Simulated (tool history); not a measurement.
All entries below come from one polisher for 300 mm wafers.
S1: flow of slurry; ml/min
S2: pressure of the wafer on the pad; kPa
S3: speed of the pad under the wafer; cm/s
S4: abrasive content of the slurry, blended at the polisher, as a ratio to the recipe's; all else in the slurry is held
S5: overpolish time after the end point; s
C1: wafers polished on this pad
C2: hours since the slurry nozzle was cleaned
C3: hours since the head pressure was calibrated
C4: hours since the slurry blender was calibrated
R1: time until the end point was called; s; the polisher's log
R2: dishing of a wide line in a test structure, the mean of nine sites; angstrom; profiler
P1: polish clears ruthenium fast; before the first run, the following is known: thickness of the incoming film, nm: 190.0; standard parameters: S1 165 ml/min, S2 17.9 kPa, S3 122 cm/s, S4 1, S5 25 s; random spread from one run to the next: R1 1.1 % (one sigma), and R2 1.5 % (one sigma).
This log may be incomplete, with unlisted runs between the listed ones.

Run 1, hour 12.3: S1 165 ml/min, S2 17.9 kPa, S3 122 cm/s, S4 1, S5 25 s; C1 435; C2 87.3; C3 939.2; C4 123.1. Result: R1 49.068 s, R2 554.52 angstrom.
Run 2, hour 29.2: S1 165 ml/min, S2 17.9 kPa, S3 122 cm/s, S4 1, S5 25 s; C1 651; C2 104.2; C3 956.1; C4 140. Result: R1 49.455 s, R2 566.84 angstrom.
Run 3, hour 45: S1 225 ml/min, S2 17.9 kPa, S3 122 cm/s, S4 1, S5 25 s; C1 853; C2 120; C3 971.9; C4 155.8. Result: R1 46.247 s, R2 576.92 angstrom.
Run 4, hour 58.1: S1 100 ml/min, S2 17.9 kPa, S3 122 cm/s, S4 1, S5 25 s; C1 1020; C2 133.1; C3 985; C4 168.9. Result: R1 53.826 s, R2 543.96 angstrom.
Run 5, hour 76.5: S1 165 ml/min, S2 13.1 kPa, S3 122 cm/s, S4 1, S5 25 s; C1 1256; C2 151.5; C3 1003.4; C4 187.3. Result: R1 66.563 s, R2 469.02 angstrom.
Run 6, hour 94.2: S1 165 ml/min, S2 23.4 kPa, S3 122 cm/s, S4 1, S5 25 s; C1 1482; C2 169.2; C3 1021.1; C4 205. Result: R1 37.137 s, R2 647.3 angstrom.
Run 7, hour 111.6: S1 165 ml/min, S2 17.9 kPa, S3 122 cm/s, S4 1, S5 25 s; C1 1704; C2 186.6; C3 1038.5; C4 222.4. Result: R1 49.562 s, R2 571.13 angstrom.
Run 8, hour 129.2: S1 165 ml/min, S2 17.9 kPa, S3 122 cm/s, S4 1, S5 25 s; C1 1929; C2 204.2; C3 1056.1; C4 240. Result: R1 49.197 s, R2 548.78 angstrom.
Run 9, hour 145.3: S1 165 ml/min, S2 17.9 kPa, S3 122 cm/s, S4 1, S5 49 s; C1 2134; C2 220.3; C3 1072.2; C4 256.1. Result: R1 48.754 s, R2 741.46 angstrom.
Run 10, hour 160.2: S1 165 ml/min, S2 17.9 kPa, S3 72 cm/s, S4 0.75, S5 25 s; C1 2325; C2 235.2; C3 1087.1; C4 271. Result: R1 96.39 s, R2 360.82 angstrom.
Run 11, hour 169.6: S1 165 ml/min, S2 17.9 kPa, S3 122 cm/s, S4 1, S5 8 s; C1 2445; C2 244.6; C3 1096.5; C4 280.4. Result: R1 49.75 s, R2 252.92 angstrom.
At hour 169.8: slurry blender recalibrated.
Run 12, hour 181: S1 165 ml/min, S2 17.9 kPa, S3 122 cm/s, S4 0.5, S5 25 s; C1 2590; C2 256; C3 1107.9; C4 11.3. Result: R1 70.806 s, R2 455.4 angstrom.
Run 13, hour 195.2: S1 165 ml/min, S2 17.9 kPa, S3 176 cm/s, S4 1, S5 25 s; C1 2772; C2 270.2; C3 1122.1; C4 25.5. Result: R1 33.956 s, R2 676.68 angstrom.
Run 14, hour 204.6: S1 165 ml/min, S2 17.9 kPa, S3 122 cm/s, S4 1.4, S5 25 s; C1 2892; C2 279.6; C3 1131.5; C4 34.9. Result: R1 42.243 s, R2 605.7 angstrom.
Run 15, hour 219.1: S1 165 ml/min, S2 17.9 kPa, S3 122 cm/s, S4 1, S5 25 s; C1 3077; C2 294.1; C3 1146; C4 49.4. Result: R1 48.723 s, R2 546.38 angstrom.
Run 16, hour 236.2: S1 165 ml/min, S2 17.9 kPa, S3 122 cm/s, S4 1.35, S5 45 s; C1 3295; C2 311.2; C3 1163.1; C4 66.5. Result: R1 43.263 s, R2 754.92 angstrom.

What does the tool deliver on the next run?
Run 17, hour 254.6: S1 165 ml/min, S2 17.9 kPa, S3 58 cm/s, S4 1, S5 25 s; C1 3531; C2 329.6; C3 1181.5; C4 84.9. Result: R1 ?, R2 ?.

R1: 104.06 s
R2: 343.82 angstrom
